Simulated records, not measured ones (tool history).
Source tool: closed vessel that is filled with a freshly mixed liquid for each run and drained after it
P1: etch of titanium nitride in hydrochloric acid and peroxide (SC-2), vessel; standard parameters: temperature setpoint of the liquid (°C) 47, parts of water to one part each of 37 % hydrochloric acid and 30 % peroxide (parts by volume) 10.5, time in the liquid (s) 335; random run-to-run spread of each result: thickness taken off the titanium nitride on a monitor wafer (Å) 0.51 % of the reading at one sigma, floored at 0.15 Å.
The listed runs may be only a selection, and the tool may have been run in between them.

run	hour	temperature setpoint of the liquid (°C)	parts of water to one part each of 37 % hydrochloric acid and 30 % peroxide (parts by volume)	time in the liquid (s)	hours since the thermometer was replaced	hours since the chemicals flow meter was replaced	hours since the drum of peroxide was connected	thickness taken off the titanium nitride on a monitor wafer (Å)
1	4.9	47	10.5	335	585.3	529.1	258.7	76.731
2	9.7	47	10.5	335	590.1	533.9	263.5	76.318
3	13.7	47	10.5	335	594.1	537.9	267.5	76.707
4	19.1	35	10.5	335	599.5	543.3	272.9	32.729
5	22.5	47	16.5	335	602.9	546.7	276.3	52.013
6	25.2	47	10.5	95	605.6	549.4	279.0	21.820
7	28.3	47	10.5	335	608.7	552.5	282.1	76.619
8	32.0	47	4.0	335	612.4	556.2	285.8	159.650
9	36.3	47	16.0	90	616.7	560.5	290.1	13.915
10	40.9	47	10.5	335	621.3	565.1	294.7	76.220
11	45.7	56	10.5	335	626.1	569.9	299.5	138.320
12	48.9	47	10.5	650	629.3	573.1	302.7	149.870
13	51.6	47	10.5	335	632.0	575.8	305.4	76.542
14	54.6	47	10.5	335	635.0	578.8	308.4	78.295
15	58.6	47	10.5	335	639.0	582.8	312.4	79.562
16	62.3	47	10.5	335	642.7	586.5	316.1	80.442
17	66.6	47	10.5	335	647.0	590.8	320.4	81.321
18	70.4	47	10.5	335	650.8	594.6	324.2	81.831
19	75.3	47	10.5	335	655.7	599.5	329.1	82.766
20	78.4	47	10.5	335	658.8	602.6	332.2	83.024
21	81.0	47	10.5	335	661.4	605.2	334.8	82.895
22	85.0	47	10.5	335	665.4	609.2	338.8	82.119
23	90.2	47	10.5	335	670.6	614.4	344.0	83.365

Compared with where it was, what P1 gives has crept away. Each cause listed below fits the log as well as the rest, at the size given for it:
A: chemicals flow above the setpoint (%) = 9.53
B: liquid hotter than its thermometer reads (K) = 1.13
Onset of the creep was near hour 51.6.
Why every other cause is out:
peroxide weaker than its label (%): at most 8, giving a -7.4 % change in thickness taken off the titanium nitride on a monitor wafer (Å): too small, or against the direction of the creep

4 check runs are offered, each on 3 wafers whose results are averaged, their results left as question marks. Which one tells the causes apart?
check 1	95.4	38.0	10.5	335				?
check 2	95.4	40.5	10.5	625				?
check 3	95.4	35.0	4.0	335				?
check 4	95.4	36.0	10.5	145				?

Predicted outcomes, by check and by cause:
check	result	if A	if B
check 1	thickness taken off the titanium nitride on a monitor wafer (Å)	44.089	44.312
check 2	thickness taken off the titanium nitride on a monitor wafer (Å)	98.316	98.687
check 3	thickness taken off the titanium nitride on a monitor wafer (Å)	72.685	74.362
check 4	thickness taken off the titanium nitride on a monitor wafer (Å)	16.511	16.612
Minimum pairwise separation of causes per check, each pair taken at its best-separating result: check 1 0.5 %; check 2 0.38 %; check 3 2.28 %; check 4 0.61 %
The other checks would show nearly matching results whichever cause is true, so check 3 is the only one that separates the causes.

Running check 3 produced the following: thickness taken off the titanium nitride on a monitor wafer (Å) 72.708. Which one of the listed causes fits?

Of the candidate causes, it is A: chemicals flow above the setpoint (%).
